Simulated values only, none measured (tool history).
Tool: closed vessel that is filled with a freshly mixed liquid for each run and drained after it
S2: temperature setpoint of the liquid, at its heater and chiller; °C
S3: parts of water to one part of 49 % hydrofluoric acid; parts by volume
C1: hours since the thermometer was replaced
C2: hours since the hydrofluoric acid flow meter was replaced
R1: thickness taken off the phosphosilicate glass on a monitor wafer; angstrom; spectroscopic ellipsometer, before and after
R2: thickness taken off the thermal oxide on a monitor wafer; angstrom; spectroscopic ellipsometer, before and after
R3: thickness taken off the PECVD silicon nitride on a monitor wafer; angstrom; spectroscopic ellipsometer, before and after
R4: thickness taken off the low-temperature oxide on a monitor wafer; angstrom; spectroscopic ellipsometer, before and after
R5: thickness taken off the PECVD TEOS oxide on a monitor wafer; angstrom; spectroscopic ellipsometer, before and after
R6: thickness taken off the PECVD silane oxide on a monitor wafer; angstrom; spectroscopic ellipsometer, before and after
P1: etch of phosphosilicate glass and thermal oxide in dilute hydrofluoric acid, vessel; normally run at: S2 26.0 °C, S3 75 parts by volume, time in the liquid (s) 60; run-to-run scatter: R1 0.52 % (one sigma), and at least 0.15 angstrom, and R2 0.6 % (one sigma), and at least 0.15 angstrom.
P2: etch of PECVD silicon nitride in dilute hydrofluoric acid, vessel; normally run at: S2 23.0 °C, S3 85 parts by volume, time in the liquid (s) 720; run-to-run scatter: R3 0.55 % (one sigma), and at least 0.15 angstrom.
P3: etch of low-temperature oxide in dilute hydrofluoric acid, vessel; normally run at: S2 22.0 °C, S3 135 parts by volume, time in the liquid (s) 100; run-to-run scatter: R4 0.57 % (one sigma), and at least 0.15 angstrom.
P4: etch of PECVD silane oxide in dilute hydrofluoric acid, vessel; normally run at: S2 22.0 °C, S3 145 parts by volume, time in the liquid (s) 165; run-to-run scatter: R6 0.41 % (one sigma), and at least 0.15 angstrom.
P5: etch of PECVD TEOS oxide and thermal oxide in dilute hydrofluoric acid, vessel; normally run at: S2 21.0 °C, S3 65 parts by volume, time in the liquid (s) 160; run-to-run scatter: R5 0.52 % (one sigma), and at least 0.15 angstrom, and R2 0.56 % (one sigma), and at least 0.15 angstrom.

run 1 hour=13.7 | process_that_ran=P1 S2=26.0 S3=75 time_in_the_liquid_(s)=60 | C1=512.6 C2=335.3 | R1=595.56 R2=43.235
run 2 hour=23.9 | process_that_ran=P2 S2=23.0 S3=85 time_in_the_liquid_(s)=190 | C1=522.8 C2=345.5 | R3=64.247
run 3 hour=37.8 | process_that_ran=P3 S2=22.0 S3=135 time_in_the_liquid_(s)=100 | C1=536.7 C2=359.4 | R4=164.81
run 4 hour=45.7 | process_that_ran=P5 S2=21.0 S3=115 time_in_the_liquid_(s)=160 | C1=544.6 C2=367.3 | R2=58.578 R5=236.35
run 5 hour=53.7 | process_that_ran=P3 S2=22.0 S3=20 time_in_the_liquid_(s)=100 | C1=552.6 C2=375.3 | R4=1287.70
run 6 hour=61.2 | process_that_ran=P1 S2=32.5 S3=75 time_in_the_liquid_(s)=60 | C1=560.1 C2=382.8 | R1=763.34 R2=55.574
run 7 hour=75.3 | process_that_ran=P1 S2=26.0 S3=75 time_in_the_liquid_(s)=30 | C1=574.2 C2=396.9 | R1=299.03 R2=21.693
run 8 hour=86.0 | process_that_ran=P2 S2=30.0 S3=85 time_in_the_liquid_(s)=720 | C1=584.9 C2=407.6 | R3=385.160
run 9 hour=99.3 | process_that_ran=P1 S2=30.5 S3=75 time_in_the_liquid_(s)=30 | C1=598.2 C2=420.9 | R1=349.78 R2=25.700
run 10 hour=113.2 | process_that_ran=P4 S2=22.0 S3=215 time_in_the_liquid_(s)=165 | C1=612.1 C2=434.8 | R6=178.38
run 11 hour=126.8 | process_that_ran=P1 S2=21.0 S3=75 time_in_the_liquid_(s)=60 | C1=625.7 C2=448.4 | R1=483.84 R2=35.033
run 12 hour=133.1 | process_that_ran=P1 S2=26.0 S3=75 time_in_the_liquid_(s)=60 | C1=632.0 C2=454.7 | R1=590.33 R2=43.112
run 13 hour=144.0 | process_that_ran=P1 S2=26.0 S3=30 time_in_the_liquid_(s)=60 | C1=642.9 C2=465.6 | R1=1582.10 R2=113.790
run 14 hour=157.5 | process_that_ran=P2 S2=23.0 S3=150 time_in_the_liquid_(s)=720 | C1=656.4 C2=479.1 | R3=139.040
run 15 hour=165.7 | process_that_ran=P5 S2=21.0 S3=65 time_in_the_liquid_(s)=160 | C1=664.6 C2=487.3 | R2=109.860 R5=446.63
run 16 hour=174.6 | process_that_ran=P1 S2=26.0 S3=120 time_in_the_liquid_(s)=60 | C1=673.5 C2=496.2 | R1=351.66 R2=25.321
run 17 hour=181.6 | process_that_ran=P4 S2=22.0 S3=145 time_in_the_liquid_(s)=165 | C1=680.5 C2=503.2 | R6=285.66
run 18 hour=191.5 | process_that_ran=P3 S2=22.0 S3=135 time_in_the_liquid_(s)=100 | C1=690.4 C2=513.1 | R4=165.32
run 19 hour=202.2 | process_that_ran=P5 S2=21.0 S3=65 time_in_the_liquid_(s)=160 | C1=701.1 C2=523.8 | R2=109.600 R5=446.47
run 20 hour=209.2 | process_that_ran=P4 S2=22.0 S3=145 time_in_the_liquid_(s)=60 | C1=708.1 C2=530.8 | R6=103.75

Forecast run 21:
run 21 hour=216.1 | process_that_ran=P2 S2=23.0 S3=85 time_in_the_liquid_(s)=720 | C1=715.0 C2=537.7 | R3=?

{"run 21": {"R3": 244.42}}
